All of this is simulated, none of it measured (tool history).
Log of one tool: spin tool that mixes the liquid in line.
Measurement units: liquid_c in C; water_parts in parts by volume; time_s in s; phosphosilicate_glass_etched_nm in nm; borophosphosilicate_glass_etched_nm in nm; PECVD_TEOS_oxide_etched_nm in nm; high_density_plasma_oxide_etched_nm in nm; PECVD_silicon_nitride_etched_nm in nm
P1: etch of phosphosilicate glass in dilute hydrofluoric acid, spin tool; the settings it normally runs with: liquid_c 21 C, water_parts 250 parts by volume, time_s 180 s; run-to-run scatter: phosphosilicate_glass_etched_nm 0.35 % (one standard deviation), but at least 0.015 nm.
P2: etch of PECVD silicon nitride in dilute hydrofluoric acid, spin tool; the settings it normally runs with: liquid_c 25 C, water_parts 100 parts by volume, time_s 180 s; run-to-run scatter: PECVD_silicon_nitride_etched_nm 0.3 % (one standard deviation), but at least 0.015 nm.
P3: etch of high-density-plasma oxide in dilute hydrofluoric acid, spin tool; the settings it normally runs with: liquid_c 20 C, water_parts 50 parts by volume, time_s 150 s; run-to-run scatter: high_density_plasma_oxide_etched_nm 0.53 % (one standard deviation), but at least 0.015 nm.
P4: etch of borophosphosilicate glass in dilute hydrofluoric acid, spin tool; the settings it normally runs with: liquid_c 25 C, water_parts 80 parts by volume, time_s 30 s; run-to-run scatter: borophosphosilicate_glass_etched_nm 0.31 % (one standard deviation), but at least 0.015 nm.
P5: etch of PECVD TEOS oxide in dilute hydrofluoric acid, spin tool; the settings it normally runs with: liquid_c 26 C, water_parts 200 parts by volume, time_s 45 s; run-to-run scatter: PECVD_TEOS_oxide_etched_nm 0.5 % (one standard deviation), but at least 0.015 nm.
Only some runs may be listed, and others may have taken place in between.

run   hour  process  liquid_c  water_parts  time_s  phosphosilicate_glass_etched_nm  borophosphosilicate_glass_etched_nm  PECVD_TEOS_oxide_etched_nm  high_density_plasma_oxide_etched_nm  PECVD_silicon_nitride_etched_nm
  1   15.6       P1        21          250     180                           43.489
  2   33.1       P4        25           80      15                                                                   5.1
  3   47.7       P1      28.5          250      55                           17.406
  4   61.8       P1        21          250     180                           43.786
  5   72.1       P5      31.5          200      45                                                                                            7.4621
  6   89.5       P4        25           80      30                                                                 10.31
  7  102.6       P3        20           50      20                                                                                                                                 3.4916
  8    111       P1        21          250     180                           43.654
  9  123.7       P5        26          200      75                                                                                            10.267
 10  136.3       P2        25           20     180                                                                                                                                                                  45.968
 11  153.7       P2        25          100     180                                                                                                                                                                  9.5663
 12  167.8       P2        25          100     180                                                                                                                                                                  9.6389
 13  185.1       P1        21           80     180                           162.16
 14  194.9       P5        26          125      45                                                                                            10.719
 15    203       P1        17          250     180                           37.393
 16  213.4       P2      18.5          100     180                                                                                                                                                                  6.1463
 17  229.3       P3        20           90     150                                                                                                                                 13.812
 18  240.3       P3      23.5           50     150                                                                                                                                 30.175
 19  255.9       P4        25          130      30                                                                 5.966
 20  273.7       P1        21          250     180                           43.514
 21    284       P1        21          355      60                           9.2636
 22  300.8       P1        21          250      25                            6.029
 23  315.5       P4        25           80      30                                                                10.378
 24  325.8       P1        21          250     285                           69.267
 25  339.7       P4        17           80      30                                                                7.4583
 26  349.4       P1      27.5          250     180                           55.229
 27  359.4       P1        21          250     180                           43.527
 28  373.7       P1        21          250     180                           43.572
 29  384.5       P1        21          460     180                            19.64
 30  401.5       P2        25          100      85                                                                                                                                                                  4.5207
 31  410.3       P5        26          200      45                                                                                            6.1748
 32  423.1       P3        20           50     150                                                                                                                                 25.829
 33  436.2       P1        21          250     180                           43.638
 34  451.2       P1        21          250     180                           42.145
 35  466.1       P1        21          250     180                           41.288
 36  475.5       P1        21          250     180                            40.67
 37  486.4       P1        21          250     180                           40.439
 38  503.1       P1        21          250     180                           39.862
 39  518.8       P1        21          250     180                           39.923
 40  526.8       P1        21          250     180                           39.921
 41  543.3       P1        21          250     180                           39.557
 42  556.9       P1        21          250     180                           39.653

Compared with where it was, what P1 gives has crept away. Each cause listed below fits the log as well as the rest, at the size given for it:
A: liquid colder than its thermometer reads (K) = 2.42
B: hydrofluoric acid flow below the setpoint (%) = 7.05
Onset of the creep was near hour 436.2.

4 check runs are offered, one wafer each, their results left as question marks. Which one tells the causes apart?
check 1  570.5       P3        20           90      25                                                                                                                                      ?
check 2  570.5       P4        25          125      15                                                                     ?
check 3  570.5       P2        25           25     110                                                                                                                                                                       ?
check 4  570.5       P5        26          200      70                                                                                                 ?

Outcome of each check run for each possible cause:
  check                               result    if A    if B
check 1  high_density_plasma_oxide_etched_nm  2.0791  2.1217
check 2  borophosphosilicate_glass_etched_nm  2.8423  2.8705
check 3      PECVD_silicon_nitride_etched_nm  19.288  21.211
check 4           PECVD_TEOS_oxide_etched_nm  8.7558   8.744
How far apart the two closest causes lie, in the result that separates them most: check 1 2.03 %; check 2 0.98 %; check 3 9.5 %; check 4 0.14 %
The causes can be told apart only by check 3. The other checks would give nearly the same results under each of them.

Then check 3 was run and gave: PECVD_silicon_nitride_etched_nm 19.308 nm. Which cause is it?

The correct cause is A, namely: liquid colder than its thermometer reads (K).
